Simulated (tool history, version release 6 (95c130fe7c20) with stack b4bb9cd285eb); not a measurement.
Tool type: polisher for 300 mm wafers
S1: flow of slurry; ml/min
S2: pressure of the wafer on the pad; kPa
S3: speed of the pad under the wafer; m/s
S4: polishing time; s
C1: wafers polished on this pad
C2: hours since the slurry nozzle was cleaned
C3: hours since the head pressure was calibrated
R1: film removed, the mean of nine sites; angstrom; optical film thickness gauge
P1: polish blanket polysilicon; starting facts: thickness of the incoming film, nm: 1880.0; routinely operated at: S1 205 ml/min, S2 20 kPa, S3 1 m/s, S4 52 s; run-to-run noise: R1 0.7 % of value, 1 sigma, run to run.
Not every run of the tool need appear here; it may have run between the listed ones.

| run | day | S1 | S2 | S3 | S4 | C1 | C2 | C3 | R1 |
|---|---|---|---|---|---|---|---|---|---|
| 1 | 0.296 | 205 | 20 | 1 | 52 | 353 | 169.8 | 564.3 | 4337.2 |
| 2 | 0.529 | 205 | 20 | 0.64 | 52 | 419 | 175.4 | 569.9 | 2789 |
| 3 | 0.704 | 205 | 20 | 1 | 52 | 469 | 179.6 | 574.1 | 4356.2 |
| 4 | 0.979 | 205 | 29.6 | 0.5 | 52 | 548 | 186.2 | 580.7 | 3256.3 |
| 5 | 1.142 | 205 | 20 | 1 | 52 | 595 | 190.1 | 584.6 | 4418.3 |
| 6 | 1.392 | 275 | 20 | 1 | 52 | 666 | 196.1 | 590.6 | 4532.4 |
| 7 | 1.725 | 205 | 20 | 1.42 | 52 | 761 | 204.1 | 598.6 | 6189.4 |
| 8 | 1.892 | 125 | 20 | 1 | 52 | 809 | 208.1 | 602.6 | 4042.5 |
| 9 | 2.079 | 205 | 20 | 1 | 52 | 863 | 212.6 | 607.1 | 4362.7 |
| 10 | 2.408 | 205 | 9.7 | 1 | 52 | 957 | 220.5 | 615 | 2095.1 |
| 11 | 2.596 | 205 | 20 | 1 | 27 | 1010 | 225 | 619.5 | 2245.3 |
| 12 | 2.85 | 205 | 20 | 1 | 52 | 1083 | 231.1 | 625.6 | 4367.4 |
|  | 2.929 | head pressure recalibrated |
| 13 | 3.017 | 205 | 20 | 1 | 52 | 1131 | 235.1 | 2.1 | 4301.6 |
| 14 | 3.292 | 205 | 31 | 1 | 52 | 1209 | 241.7 | 8.7 | 6806.3 |
| 15 | 3.525 | 205 | 20 | 1 | 52 | 1276 | 247.3 | 14.3 | 4385.7 |
| 16 | 3.738 | 205 | 20 | 1 | 77 | 1337 | 252.4 | 19.4 | 6503.3 |
| 17 | 3.983 | 205 | 20 | 1 | 52 | 1407 | 258.3 | 25.3 | 4314.7 |
| 18 | 4.25 | 205 | 20 | 1 | 52 | 1483 | 264.7 | 31.7 | 4262.9 |
| 19 | 4.471 | 205 | 20 | 1 | 52 | 1546 | 270 | 37 | 4162.9 |
| 20 | 4.654 | 205 | 20 | 1 | 52 | 1599 | 274.4 | 41.4 | 4150.6 |
|  | 4.729 | head pressure recalibrated |
| 21 | 4.85 | 205 | 20 | 1 | 52 | 1655 | 279.1 | 2.9 | 4094.6 |
| 22 | 5.012 | 205 | 20 | 1 | 52 | 1701 | 283 | 6.8 | 4110.1 |
| 23 | 5.283 | 205 | 20 | 1 | 52 | 1779 | 289.5 | 13.3 | 4088.4 |
| 24 | 5.512 | 205 | 20 | 1 | 52 | 1844 | 295 | 18.8 | 4078.4 |
| 25 | 5.762 | 205 | 20 | 1 | 52 | 1916 | 301 | 24.8 | 4082.2 |
| 26 | 5.983 | 205 | 20 | 1 | 52 | 1979 | 306.3 | 30.1 | 4089 |

The log shows P1 creeping away from where it was. Any of the 2 causes listed here, at the size stated for it, fits the log just as well as the others:
A: removal rate lost through wear of the pad, % = 7.22
B: slurry flow missing at the pad, % = 37
The creep began at about day 3.983.
What rules out each remaining cause:
head's pressure below its setpoint, %: was serviced at day 4.729, once the creep was under way, yet the earlier output never came back

Consider the 4 check runs below, whose results appear as question marks and each of which averages 3 wafers. Which one distinguishes the causes, in that each cause would give it a clearly different result?
| check 1 | 6.204 | 205 | 13.1 | 1 | 52 |  |  |  | ? |
| check 2 | 6.204 | 205 | 20 | 1.28 | 52 |  |  |  | ? |
| check 3 | 6.204 | 205 | 20 | 1.36 | 52 |  |  |  | ? |
| check 4 | 6.204 | 135 | 20 | 1 | 52 |  |  |  | ? |

Outcome of each check run for each possible cause:
| check | result | if A | if B |
|---|---|---|---|
| check 1 | R1 | 2657.1 | 2657.4 |
| check 2 | R1 | 5191.2 | 5191.8 |
| check 3 | R1 | 5515.6 | 5516.3 |
| check 4 | R1 | 3795.9 | 3667.5 |
Separation of the two closest causes in each check, using whichever result separates them best: check 1 0.01 %; check 2 0.01 %; check 3 0.01 %; check 4 3.44 %
Check 4 tells the causes apart: in the others they would give nearly the same result.

Here is what check 4 returned: R1 3673 angstrom. Which cause is it?

It was cause B: slurry flow missing at the pad, %.

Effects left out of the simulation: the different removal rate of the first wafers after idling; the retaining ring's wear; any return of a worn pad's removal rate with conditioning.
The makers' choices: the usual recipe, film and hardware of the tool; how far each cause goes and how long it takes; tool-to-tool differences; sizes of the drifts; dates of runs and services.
